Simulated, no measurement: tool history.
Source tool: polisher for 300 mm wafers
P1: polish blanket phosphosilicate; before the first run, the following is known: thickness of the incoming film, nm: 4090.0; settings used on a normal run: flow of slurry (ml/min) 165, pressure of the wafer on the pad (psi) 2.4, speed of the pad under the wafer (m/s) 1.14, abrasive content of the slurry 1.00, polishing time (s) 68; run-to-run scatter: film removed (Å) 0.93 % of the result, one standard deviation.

run  hour  flow of slurry (ml/min)  pressure of the wafer on the pad (psi)  speed of the pad under the wafer (m/s)  abrasive content of the slurry  polishing time (s)  wafers polished on this pad  hours since the slurry nozzle was cleaned  hours since the head pressure was calibrated  hours since the slurry blender was calibrated  hours since the conditioning disc was replaced  film removed (Å)
  1   4.8                      165                                     2.4                                    1.14                            1.00                  68                          112                                      147.6                                         126.5                                          127.6                                           119.9            4787.2
  2   8.0                      165                                     2.4                                    1.14                            1.00                  68                          134                                      150.8                                         129.7                                          130.8                                           123.1            4754.3
  3  11.7                      100                                     2.4                                    0.66                            1.00                  68                          161                                      154.5                                         133.4                                          134.5                                           126.8            2746.3
  4  17.8                      100                                     2.4                                    1.14                            1.00                  68                          204                                      160.6                                         139.5                                          140.6                                           132.9            4287.8
  5  21.2                      165                                     2.4                                    1.58                            1.00                  94                          228                                      164.0                                         142.9                                          144.0                                           136.3            8601.8
  6  27.2                      165                                     2.4                                    1.14                            1.00                  68                          270                                      170.0                                         148.9                                          150.0                                           142.3            4737.0
  7  34.2                      165                                     2.4                                    1.14                            1.35                  68                          320                                      177.0                                         155.9                                          157.0                                           149.3            5366.1
  8  38.8                      165                                     3.1                                    1.14                            1.00                  38                          353                                      181.6                                         160.5                                          161.6                                           153.9            3421.2
  9  44.8                      165                                     2.4                                    1.14                            1.00                  68                          395                                      187.6                                         166.5                                          167.6                                           159.9            4722.8
 10  50.9                      165                                     2.4                                    0.66                            1.00                  68                          438                                      193.7                                         172.6                                          173.7                                           166.0            3094.8
 11  56.2                      235                                     2.4                                    1.14                            1.00                  68                          476                                      199.0                                         177.9                                          179.0                                           171.3            4989.6
 12  62.9                      165                                     1.2                                    1.14                            1.00                  68                          523                                      205.7                                         184.6                                          185.7                                           178.0            2379.9
 13  66.7                      165                                     2.4                                    1.14                            1.00                  68                          550                                      209.5                                         188.4                                          189.5                                           181.8            4715.8
 14  73.0                      165                                     2.4                                    1.80                            1.00                  68                          595                                      215.8                                         194.7                                          195.8                                           188.1            6933.8
 15  76.3                      165                                     3.4                                    1.14                            1.00                  68                          618                                      219.1                                         198.0                                          199.1                                           191.4            6720.0
 16  80.5                      165                                     2.4                                    1.14                            1.00                  35                          648                                      223.3                                         202.2                                          203.3                                           195.6            2458.3

Expected results for the next run?
 17  87.3                      165                                     2.4                                    1.14                            1.00                  68                          696                                      230.1                                         209.0                                          210.1                                           202.4                 ?

film removed (Å): 4805.2
